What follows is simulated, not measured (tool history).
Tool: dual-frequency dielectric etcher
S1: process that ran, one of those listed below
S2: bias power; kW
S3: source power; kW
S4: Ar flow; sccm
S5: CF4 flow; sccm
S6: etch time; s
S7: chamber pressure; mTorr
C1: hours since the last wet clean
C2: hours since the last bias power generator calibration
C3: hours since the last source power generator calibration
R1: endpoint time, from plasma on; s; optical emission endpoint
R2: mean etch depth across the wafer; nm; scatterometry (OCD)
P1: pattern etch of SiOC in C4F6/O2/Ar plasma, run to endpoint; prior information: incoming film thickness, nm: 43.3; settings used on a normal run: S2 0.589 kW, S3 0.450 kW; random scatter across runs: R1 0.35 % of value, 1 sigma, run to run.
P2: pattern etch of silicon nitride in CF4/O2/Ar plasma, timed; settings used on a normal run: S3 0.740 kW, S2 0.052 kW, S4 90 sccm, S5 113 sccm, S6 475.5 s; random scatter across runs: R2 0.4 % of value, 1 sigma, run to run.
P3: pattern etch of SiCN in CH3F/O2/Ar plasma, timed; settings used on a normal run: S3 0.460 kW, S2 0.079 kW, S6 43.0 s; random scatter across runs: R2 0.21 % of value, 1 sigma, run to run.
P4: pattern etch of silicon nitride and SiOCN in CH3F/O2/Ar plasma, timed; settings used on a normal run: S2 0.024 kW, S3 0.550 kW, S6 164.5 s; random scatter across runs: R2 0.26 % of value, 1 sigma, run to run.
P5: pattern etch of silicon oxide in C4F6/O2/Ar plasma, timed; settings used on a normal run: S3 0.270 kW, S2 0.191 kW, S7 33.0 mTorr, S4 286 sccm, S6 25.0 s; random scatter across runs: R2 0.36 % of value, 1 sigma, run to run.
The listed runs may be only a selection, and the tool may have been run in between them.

Run 1, day 0.154: S1 P1, S2 0.589 kW, S3 0.450 kW; C1 305.0; C2 1292.0; C3 2101.4. Result: R1 12.429 s.
Run 2, day 0.371: S1 P2, S2 0.052 kW, S3 0.740 kW, S4 90 sccm, S5 113 sccm, S6 475.5 s; C1 310.2; C2 1297.2; C3 2106.6. Result: R2 1358.900 nm.
Run 3, day 0.650: S1 P4, S2 0.024 kW, S3 0.550 kW, S6 212.0 s; C1 316.9; C2 1303.9; C3 2113.3. Result: R2 33.036 nm.
Run 4, day 0.967: S1 P3, S2 0.105 kW, S3 0.460 kW, S6 43.0 s; C1 324.5; C2 1311.5; C3 2120.9. Result: R2 19.639 nm.
Run 5, day 1.275: S1 P1, S2 0.589 kW, S3 0.450 kW; C1 331.9; C2 1318.9; C3 2128.3. Result: R1 12.484 s.
Run 6, day 1.521: S1 P5, S2 0.191 kW, S3 0.270 kW, S4 286 sccm, S6 32.0 s, S7 33.0 mTorr; C1 337.8; C2 1324.8; C3 2134.2. Result: R2 85.499 nm.
Run 7, day 1.833: S1 P5, S2 0.191 kW, S3 0.270 kW, S4 286 sccm, S6 25.0 s, S7 45.5 mTorr; C1 345.3; C2 1332.3; C3 2141.7. Result: R2 64.636 nm.
Run 8, day 2.121: S1 P1, S2 0.469 kW, S3 0.450 kW; C1 352.2; C2 1339.2; C3 2148.6. Result: R1 13.681 s.
Run 9, day 2.362: S1 P4, S2 0.024 kW, S3 0.550 kW, S6 164.5 s; C1 358.0; C2 1345.0; C3 2154.4. Result: R2 25.584 nm.
Run 10, day 2.629: S1 P2, S2 0.052 kW, S3 0.920 kW, S4 90 sccm, S5 113 sccm, S6 475.5 s; C1 364.4; C2 1351.4; C3 2160.8. Result: R2 1659.800 nm.
Run 11, day 2.862: S1 P2, S2 0.052 kW, S3 0.740 kW, S4 113 sccm, S5 113 sccm, S6 475.5 s; C1 370.0; C2 1357.0; C3 2166.4. Result: R2 1320.800 nm.
Run 12, day 3.108: S1 P1, S2 0.589 kW, S3 0.450 kW; C1 375.9; C2 1362.9; C3 2172.3. Result: R1 12.458 s.
Run 13, day 3.358: S1 P3, S2 0.079 kW, S3 0.460 kW, S6 43.0 s; C1 381.9; C2 1368.9; C3 2178.3. Result: R2 17.652 nm.
Run 14, day 3.625: S1 P3, S2 0.079 kW, S3 0.460 kW, S6 43.0 s; C1 388.3; C2 1375.3; C3 2184.7. Result: R2 17.669 nm.
Run 15, day 3.946: S1 P5, S2 0.191 kW, S3 0.170 kW, S4 286 sccm, S6 25.0 s, S7 33.0 mTorr; C1 396.0; C2 1383.0; C3 2192.4. Result: R2 56.041 nm.
Run 16, day 4.129: S1 P2, S2 0.052 kW, S3 0.740 kW, S4 90 sccm, S5 140 sccm, S6 475.5 s; C1 400.4; C2 1387.4; C3 2196.8. Result: R2 1395.700 nm.
Run 17, day 4.433: S1 P2, S2 0.052 kW, S3 0.740 kW, S4 90 sccm, S5 113 sccm, S6 475.5 s; C1 407.7; C2 1394.7; C3 2204.1. Result: R2 1356.700 nm.
Run 18, day 4.708: S1 P4, S2 0.015 kW, S3 0.550 kW, S6 164.5 s; C1 414.3; C2 1401.3; C3 2210.7. Result: R2 21.030 nm.
Run 19, day 4.879: S1 P5, S2 0.191 kW, S3 0.270 kW, S4 365 sccm, S6 25.0 s, S7 33.0 mTorr; C1 418.4; C2 1405.4; C3 2214.8. Result: R2 65.346 nm.
Run 20, day 5.188: S1 P3, S2 0.079 kW, S3 0.460 kW, S6 27.0 s; C1 425.8; C2 1412.8; C3 2222.2. Result: R2 11.095 nm.
Run 21, day 5.500: S1 P1, S2 0.814 kW, S3 0.360 kW; C1 433.3; C2 1420.3; C3 2229.7. Result: R1 11.991 s.
Run 22, day 5.683: S1 P1, S2 0.589 kW, S3 0.540 kW; C1 437.7; C2 1424.7; C3 2234.1. Result: R1 11.683 s.
Run 23, day 5.988: S1 P1, S2 0.589 kW, S3 0.450 kW; C1 445.0; C2 1432.0; C3 2241.4. Result: R1 12.494 s.
Run 24, day 6.171: S1 P4, S2 0.024 kW, S3 0.670 kW, S6 164.5 s; C1 449.4; C2 1436.4; C3 2245.8. Result: R2 27.508 nm.
Run 25, day 6.454: S1 P1, S2 0.589 kW, S3 0.450 kW; C1 456.2; C2 1443.2; C3 2252.6. Result: R1 12.565 s.
Run 26, day 6.721: S1 P1, S2 0.809 kW, S3 0.450 kW; C1 462.6; C2 1449.6; C3 2259.0. Result: R1 11.052 s.
Run 27, day 6.971: S1 P2, S2 0.052 kW, S3 0.740 kW, S4 90 sccm, S5 113 sccm, S6 661.0 s; C1 468.6; C2 1455.6; C3 2265.0. Result: R2 1901.200 nm.
Run 28, day 7.246: S1 P1, S2 0.589 kW, S3 0.450 kW; C1 475.2; C2 1462.2; C3 2271.6. Result: R1 12.588 s.
Run 29, day 7.446: S1 P3, S2 0.079 kW, S3 0.270 kW, S6 43.0 s; C1 480.0; C2 1467.0; C3 2276.4. Result: R2 14.437 nm.
At day 7.558: bias power generator calibrated.
Run 30, day 7.592: S1 P1, S2 0.589 kW, S3 0.450 kW; C1 483.5; C2 0.8; C3 2279.9. Result: R1 12.617 s.
Run 31, day 7.892: S1 P5, S2 0.191 kW, S3 0.270 kW, S4 286 sccm, S6 25.0 s, S7 33.0 mTorr; C1 490.7; C2 8.0; C3 2287.1. Result: R2 67.673 nm.
Run 32, day 8.038: S1 P1, S2 0.589 kW, S3 0.340 kW; C1 494.2; C2 11.5; C3 2290.6. Result: R1 13.848 s.
Run 33, day 8.242: S1 P2, S2 0.071 kW, S3 0.740 kW, S4 90 sccm, S5 113 sccm, S6 475.5 s; C1 499.1; C2 16.4; C3 2295.5. Result: R2 1531.000 nm.
Run 34, day 8.529: S1 P5, S2 0.257 kW, S3 0.270 kW, S4 286 sccm, S6 25.0 s, S7 33.0 mTorr; C1 506.0; C2 23.3; C3 2302.4. Result: R2 73.685 nm.
Run 35, day 8.825: S1 P1, S2 0.589 kW, S3 0.450 kW; C1 513.1; C2 30.4; C3 2309.5. Result: R1 12.506 s.
Run 36, day 9.154: S1 P1, S2 0.589 kW, S3 0.450 kW; C1 521.0; C2 38.3; C3 2317.4. Result: R1 12.586 s.
Run 37, day 9.346: S1 P1, S2 0.589 kW, S3 0.450 kW; C1 525.6; C2 42.9; C3 2322.0. Result: R1 12.593 s.
Run 38, day 9.654: S1 P1, S2 0.589 kW, S3 0.450 kW; C1 533.0; C2 50.3; C3 2329.4. Result: R1 12.736 s.
At day 9.679: wet clean of the chamber.
Run 39, day 9.908: S1 P1, S2 0.589 kW, S3 0.450 kW; C1 5.6; C2 56.4; C3 2335.5. Result: R1 12.770 s.
Run 40, day 10.154: S1 P1, S2 0.589 kW, S3 0.450 kW; C1 11.5; C2 62.3; C3 2341.4. Result: R1 12.799 s.
Run 41, day 10.371: S1 P1, S2 0.589 kW, S3 0.450 kW; C1 16.7; C2 67.5; C3 2346.6. Result: R1 12.737 s.
Run 42, day 10.658: S1 P1, S2 0.589 kW, S3 0.450 kW; C1 23.6; C2 74.4; C3 2353.5. Result: R1 12.791 s.
Run 43, day 10.942: S1 P1, S2 0.589 kW, S3 0.450 kW; C1 30.4; C2 81.2; C3 2360.3. Result: R1 12.668 s.

The log shows P1 creeping away from where it was. Any of the 2 causes listed here, at the size stated for it, fits the log just as well as the others:
A: bias power that arrives under what is set, % = 4.49
B: source power that arrives under what is set, % = 4.64
Creep in the process output first set in at about day 8.825.
Excluded causes, each with its reason:
chamber walls in a state that lowers the etch rate, %: work on it at day 9.679, done after the drift set in, did not restore what the process gave before

Which of the 4 check runs listed below, each an average over 2 wafers with its results shown as question marks, gives clearly different results under the different listed causes?
Run check 1, day 11.225: S1 P4, S2 0.016 kW, S3 0.550 kW, S6 164.5 s. Result: R2 ?.
Run check 2, day 11.225: S1 P2, S2 0.052 kW, S3 0.740 kW, S4 112 sccm, S5 113 sccm, S6 579.0 s. Result: R2 ?.
Run check 3, day 11.225: S1 P5, S2 0.249 kW, S3 0.180 kW, S4 286 sccm, S6 25.0 s, S7 33.0 mTorr. Result: R2 ?.
Run check 4, day 11.225: S1 P3, S2 0.079 kW, S3 0.310 kW, S6 43.0 s. Result: R2 ?.

How each check would come out, cause by cause:
  check  result      if A      if B
check 1      R2    21.140    21.162
check 2      R2  1587.200  1548.300
check 3      R2    61.863    61.761
check 4      R2    15.004    14.991
Separation of the two closest causes in each check, using whichever result separates them best: check 1 0.11 %; check 2 2.48 %; check 3 0.17 %; check 4 0.09 %
Of the check runs offered, only check 2 discriminates between the causes; the rest would read about the same regardless of which cause applies.

Here is what check 2 returned: R2 1555.400 nm. Which cause is it?

Of the candidate causes, it is B: source power that arrives under what is set, %.
